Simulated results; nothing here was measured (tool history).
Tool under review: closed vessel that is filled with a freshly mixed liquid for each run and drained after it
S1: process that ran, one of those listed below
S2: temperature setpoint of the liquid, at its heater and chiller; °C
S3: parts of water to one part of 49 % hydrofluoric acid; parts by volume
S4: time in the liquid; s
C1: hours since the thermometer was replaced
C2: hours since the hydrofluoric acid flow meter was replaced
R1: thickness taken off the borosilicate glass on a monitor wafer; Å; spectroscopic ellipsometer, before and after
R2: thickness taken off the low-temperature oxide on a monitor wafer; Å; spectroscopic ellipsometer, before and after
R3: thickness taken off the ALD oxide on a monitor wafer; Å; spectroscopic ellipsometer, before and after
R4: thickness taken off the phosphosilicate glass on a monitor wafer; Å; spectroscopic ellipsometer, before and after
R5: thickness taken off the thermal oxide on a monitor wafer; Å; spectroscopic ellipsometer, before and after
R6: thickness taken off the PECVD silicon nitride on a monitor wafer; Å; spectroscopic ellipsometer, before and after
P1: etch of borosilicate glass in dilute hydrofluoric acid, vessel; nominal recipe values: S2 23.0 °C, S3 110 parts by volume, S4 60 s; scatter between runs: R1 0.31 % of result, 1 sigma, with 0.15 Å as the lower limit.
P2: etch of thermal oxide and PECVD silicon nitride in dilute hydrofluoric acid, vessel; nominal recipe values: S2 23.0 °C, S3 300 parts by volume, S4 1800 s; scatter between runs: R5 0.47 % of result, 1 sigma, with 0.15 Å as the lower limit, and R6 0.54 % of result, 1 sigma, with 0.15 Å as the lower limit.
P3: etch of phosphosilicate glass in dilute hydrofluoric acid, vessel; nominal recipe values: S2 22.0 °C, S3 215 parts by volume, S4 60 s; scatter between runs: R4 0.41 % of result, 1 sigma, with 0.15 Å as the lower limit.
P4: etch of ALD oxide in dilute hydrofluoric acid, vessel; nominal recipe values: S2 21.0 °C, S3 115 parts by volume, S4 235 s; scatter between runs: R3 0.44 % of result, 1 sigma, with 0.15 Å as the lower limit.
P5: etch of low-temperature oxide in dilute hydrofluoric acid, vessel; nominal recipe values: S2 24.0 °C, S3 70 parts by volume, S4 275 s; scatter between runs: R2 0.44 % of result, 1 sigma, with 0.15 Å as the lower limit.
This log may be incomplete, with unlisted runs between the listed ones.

run	day	S1	S2	S3	S4	C1	C2	R1	R2	R3	R4	R5	R6
1	0.525	P1	23.0	110	60	1120.6	663.5	147.610					
2	0.821	P1	23.0	170	60	1127.7	670.6	88.617					
3	1.396	P1	23.0	25	60	1141.5	684.4	718.680					
4	1.971	P5	32.0	70	275	1155.3	698.2		770.11				
5	2.308	P4	21.0	115	235	1163.4	706.3			407.17			
6	2.571	P3	22.0	215	60	1169.7	712.6				234.76		
# day 2.712: hydrofluoric acid flow meter replaced
7	3.096	P2	23.0	300	1800	1182.3	9.3					223.210	97.144
8	3.371	P1	23.0	110	60	1188.9	15.9	147.100					
9	3.633	P1	23.0	110	60	1195.2	22.2	146.960					
10	4.154	P4	21.0	115	235	1207.7	34.7			410.40			
11	4.625	P3	22.0	215	90	1219.0	46.0				349.58		
12	5.025	P1	23.0	110	95	1228.6	55.6	233.010					
13	5.500	P3	17.0	215	60	1240.0	67.0				193.79		
14	6.038	P5	24.0	70	275	1252.9	79.9		563.65				
15	6.592	P1	17.0	160	60	1266.2	93.2	75.330					
16	7.062	P2	23.0	300	320	1277.5	104.5					39.056	17.595
17	7.446	P5	24.0	70	490	1286.7	113.7		996.98				
18	7.900	P5	24.0	35	275	1297.6	124.6		1175.50				
19	8.450	P4	28.5	115	235	1310.8	137.8			552.94			
20	8.817	P2	23.0	440	1800	1319.6	146.6					132.920	67.311
21	9.162	P1	19.5	110	30	1327.9	154.9	63.810					
22	9.575	P5	24.0	70	275	1337.8	164.8		562.78				
23	10.162	P1	23.0	110	60	1351.9	178.9	146.950					
24	10.433	P1	23.0	110	30	1358.4	185.4	73.319					
25	10.892	P1	23.0	110	60	1369.4	196.4	146.390					
26	11.254	P4	21.0	115	430	1378.1	205.1			754.18			
27	11.592	P1	23.0	150	115	1386.2	213.2	197.990					
28	12.171	P2	17.5	300	1800	1400.1	227.1					181.840	69.553
29	12.625	P4	21.0	205	235	1411.0	238.0			210.52			
30	12.954	P1	23.0	110	60	1418.9	245.9	146.020					
31	13.450	P3	22.0	65	60	1430.8	257.8				916.76		
32	14.000	P1	30.0	110	60	1444.0	271.0	191.240					
33	14.554	P1	17.0	110	60	1457.3	284.3	114.500					
34	14.892	P2	23.0	300	1800	1465.4	292.4					221.390	97.904
35	15.492	P1	23.0	110	60	1479.8	306.8	146.530					
36	16.092	P1	23.0	110	60	1494.2	321.2	141.520					
37	16.608	P1	23.0	110	60	1506.6	333.6	139.370					
38	17.121	P1	23.0	110	60	1518.9	345.9	139.030					
39	17.642	P1	23.0	110	60	1531.4	358.4	138.500					
40	18.088	P1	23.0	110	60	1542.1	369.1	138.820					
41	18.462	P1	23.0	110	60	1551.1	378.1	137.600					
42	18.950	P1	23.0	110	60	1562.8	389.8	137.470					

Something has made what P1 gives creep away from where it was; the 2 causes below, each at its own stated size, fit the log equally well:
A: liquid colder than its thermometer reads (K) = 1.56
B: hydrofluoric acid flow below the setpoint (%) = 5.36
Onset of the creep was near day 15.492.

Below are 4 check runs, each averaged over 2 wafers, with their results shown as question marks. Which of them would give clearly different results depending on which cause is behind the drift?
check 1	19.438	P4	21.0	205	345					?			
check 2	19.438	P2	18.0	300	830							?	?
check 3	19.438	P5	31.5	70	470				?				
check 4	19.438	P3	22.0	70	60						?		

Check results expected under each cause:
check	result	if A	if B
check 1	R3	290.54	288.60
check 2	R5	80.158	79.316
check 2	R6	29.602	31.098
check 3	R2	1217.20	1215.50
check 4	R4	790.68	794.50
Distance between the nearest two causes, measured in the result of the check that separates them most: check 1 0.67 %; check 2 4.93 %; check 3 0.14 %; check 4 0.48 %
Of the check runs offered, only check 2 discriminates between the causes; the rest would read about the same regardless of which cause applies.

Check 2 has now been run. It gave: R5 80.049 Å; R6 29.478 Å. Which of the candidate causes is it?

Of the candidate causes, it is A: liquid colder than its thermometer reads (K).
